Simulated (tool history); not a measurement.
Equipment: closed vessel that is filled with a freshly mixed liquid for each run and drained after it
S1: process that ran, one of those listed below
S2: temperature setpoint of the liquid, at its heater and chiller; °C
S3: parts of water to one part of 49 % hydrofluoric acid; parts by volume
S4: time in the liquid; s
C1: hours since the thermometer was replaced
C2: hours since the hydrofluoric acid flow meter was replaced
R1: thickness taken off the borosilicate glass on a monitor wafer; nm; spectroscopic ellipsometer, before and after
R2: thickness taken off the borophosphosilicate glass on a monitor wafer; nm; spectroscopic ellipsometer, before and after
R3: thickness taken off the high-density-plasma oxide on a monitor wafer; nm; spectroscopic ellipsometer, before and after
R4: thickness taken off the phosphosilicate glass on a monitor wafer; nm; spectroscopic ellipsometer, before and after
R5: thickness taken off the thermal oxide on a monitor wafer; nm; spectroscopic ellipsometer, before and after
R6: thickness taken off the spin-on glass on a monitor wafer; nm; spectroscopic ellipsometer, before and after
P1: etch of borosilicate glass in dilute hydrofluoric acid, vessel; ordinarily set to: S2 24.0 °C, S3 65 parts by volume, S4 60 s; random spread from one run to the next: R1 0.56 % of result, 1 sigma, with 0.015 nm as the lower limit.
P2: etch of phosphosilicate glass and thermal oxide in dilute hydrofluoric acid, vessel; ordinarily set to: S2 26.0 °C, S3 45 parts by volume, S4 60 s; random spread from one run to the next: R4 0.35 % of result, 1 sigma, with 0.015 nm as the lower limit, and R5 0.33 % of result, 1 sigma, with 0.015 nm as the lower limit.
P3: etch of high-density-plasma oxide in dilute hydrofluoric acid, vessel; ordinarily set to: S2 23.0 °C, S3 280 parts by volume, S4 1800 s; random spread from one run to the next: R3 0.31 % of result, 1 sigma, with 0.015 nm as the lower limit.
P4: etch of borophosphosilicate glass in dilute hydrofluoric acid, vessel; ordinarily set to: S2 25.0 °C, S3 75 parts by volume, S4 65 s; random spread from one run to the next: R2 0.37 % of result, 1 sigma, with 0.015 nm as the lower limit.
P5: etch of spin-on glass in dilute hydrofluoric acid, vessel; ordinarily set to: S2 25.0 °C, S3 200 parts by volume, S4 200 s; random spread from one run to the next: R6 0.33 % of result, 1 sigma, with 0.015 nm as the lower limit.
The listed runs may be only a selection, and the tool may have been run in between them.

run	hour	S1	S2	S3	S4	C1	C2	R1	R2	R3	R4	R5	R6
1	11.6	P1	24.0	65	60	1193.0	296.8	45.601					
2	19.4	P1	24.0	65	115	1200.8	304.6	87.206					
3	34.3	P4	31.5	75	65	1215.7	319.5		61.688				
4	43.9	P3	23.0	280	545	1225.3	329.1			8.5641			
5	53.9	P1	24.0	100	95	1235.3	339.1	44.976					
6	68.3	P1	29.5	65	60	1249.7	353.5	56.636					
7	79.5	P4	25.0	75	110	1260.9	364.7		80.611				
8	87.8	P2	26.0	45	30	1269.2	373.0				65.787	3.5158	
9	97.5	P4	25.0	130	65	1278.9	382.7		25.734				
10	105.8	P5	25.0	200	200	1287.2	391.0						25.4030
11	116.7	P3	23.0	405	1800	1298.1	401.9			17.5930			
12	128.5	P1	24.0	65	30	1309.9	413.7	22.548					
13	137.6	P1	24.0	65	60	1319.0	422.8	45.594					
14	150.9	P5	25.0	200	75	1332.3	436.1						9.4786
15	164.2	P5	25.0	200	200	1345.6	449.4						25.3920
16	174.6	P1	24.0	65	60	1356.0	459.8	45.630					
17	187.8	P1	24.0	65	60	1369.2	473.0	45.692					
18	203.1	P2	26.0	45	60	1384.5	488.3				131.930	7.0010	
19	218.6	P1	20.0	20	60	1400.0	503.8	132.040					
20	228.7	P3	23.0	280	1800	1410.1	513.9			28.4990			
21	239.2	P5	18.5	200	200	1420.6	524.4						19.8110
22	250.2	P3	23.0	280	1800	1431.6	535.4			28.5840			
23	264.7	P2	22.0	45	60	1446.1	549.9				111.840	5.8968	
24	278.2	P2	26.0	70	60	1459.6	563.4				82.142	4.3439	
25	288.9	P5	25.0	65	200	1470.3	574.1						91.4770
26	300.2	P3	29.5	280	1800	1481.6	585.4			35.7080			
27	315.8	P1	24.0	25	60	1497.2	601.0	125.020					
28	324.4	P4	25.0	75	65	1505.8	609.6		47.566				
# hour 326.0: thermometer replaced
29	340.0	P1	20.0	65	60	14.1	625.2	38.355					
30	354.7	P1	24.0	105	60	28.8	639.9	26.770					
31	369.8	P1	24.0	65	60	43.9	655.0	45.619					
32	377.8	P1	24.0	65	60	51.9	663.0	43.592					
33	385.6	P1	24.0	65	60	59.7	670.8	43.034					
34	397.1	P1	24.0	65	60	71.2	682.3	41.887					
35	407.2	P1	24.0	65	60	81.3	692.4	42.096					
36	417.4	P1	24.0	65	60	91.5	702.6	41.495					
37	426.0	P1	24.0	65	60	100.1	711.2	41.460					

The output of P1 has drifted from where it used to be. Each of the 2 causes below, taken at the size shown beside it, accounts for the log equally well:
A: liquid colder than its thermometer reads (K) = 2.18
B: hydrofluoric acid flow below the setpoint (%) = 7.89
The onset of the drift is placed at about hour 369.8.

The check runs listed below each take one wafer, and their results are still question marks. Under which run would the listed causes lead to clearly different results?
check 1	434.6	P3	23.0	405	1800					?			
check 2	434.6	P5	25.0	75	200								?
check 3	434.6	P4	25.0	115	65				?				
check 4	434.6	P2	26.0	70	60						?	?	

If the cause were each of the candidates in turn, the checks would give the following:
check	result	if A	if B
check 1	R3	16.3040	15.6860
check 2	R6	71.8310	71.6560
check 3	R2	27.195	26.960
check 4	R4	75.016	74.817
check 4	R5	3.9785	3.9679
Gap, in per cent, between the two causes that each check separates least, read from the result that separates them most: check 1 3.86 %; check 2 0.24 %; check 3 0.87 %; check 4 0.27 %
Check 1 is the one run that separates the causes; every other check would come out nearly the same whichever cause is at work.

With check 1 done, the readings were: R3 15.7610 nm. Identify which of the listed causes applies.

The cause is B: hydrofluoric acid flow below the setpoint (%).
